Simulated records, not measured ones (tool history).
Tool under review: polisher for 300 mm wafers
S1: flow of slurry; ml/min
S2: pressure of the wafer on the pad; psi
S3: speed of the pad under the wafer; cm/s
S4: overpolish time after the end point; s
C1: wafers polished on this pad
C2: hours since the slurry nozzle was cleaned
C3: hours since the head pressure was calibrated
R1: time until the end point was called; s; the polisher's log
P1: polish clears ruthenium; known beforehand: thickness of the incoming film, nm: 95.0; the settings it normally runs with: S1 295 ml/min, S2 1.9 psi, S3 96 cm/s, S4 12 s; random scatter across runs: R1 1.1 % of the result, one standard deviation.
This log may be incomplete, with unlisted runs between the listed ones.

| run | hour | S1 | S2 | S3 | S4 | C1 | C2 | C3 | R1 |
|---|---|---|---|---|---|---|---|---|---|
| 1 | 4 | 295 | 1.9 | 96 | 12 | 651 | 317.2 | 204.1 | 86.093 |
| 2 | 7.2 | 295 | 1.9 | 96 | 4 | 677 | 320.4 | 207.3 | 87.027 |
| 3 | 13.8 | 295 | 1.9 | 96 | 21 | 733 | 327 | 213.9 | 86.014 |
| 4 | 20.8 | 295 | 1.9 | 96 | 12 | 791 | 334 | 220.9 | 86.096 |
| 5 | 25.8 | 375 | 1.9 | 96 | 12 | 833 | 339 | 225.9 | 84.136 |
| 6 | 30.7 | 295 | 1.9 | 46 | 23 | 874 | 343.9 | 230.8 | 179.28 |
| 7 | 37.4 | 295 | 1.9 | 96 | 12 | 930 | 350.6 | 237.5 | 85.851 |
| 8 | 44.7 | 295 | 1.1 | 96 | 12 | 991 | 357.9 | 244.8 | 148.83 |
| 9 | 50.6 | 295 | 3 | 96 | 12 | 1041 | 363.8 | 250.7 | 55.001 |
| 10 | 56.4 | 295 | 1.9 | 44 | 12 | 1089 | 369.6 | 256.5 | 188.76 |
| 11 | 61.1 | 295 | 1.9 | 96 | 12 | 1129 | 374.3 | 261.2 | 84.568 |
| 12 | 65.1 | 295 | 0.9 | 96 | 19 | 1162 | 378.3 | 265.2 | 181.02 |

Run 13 has not been measured yet. What should we expect?
| 13 | 72 | 295 | 1.9 | 96 | 12 | 1220 | 385.2 | 272.1 | ? |

{"run 13": {"R1": 85.647}}
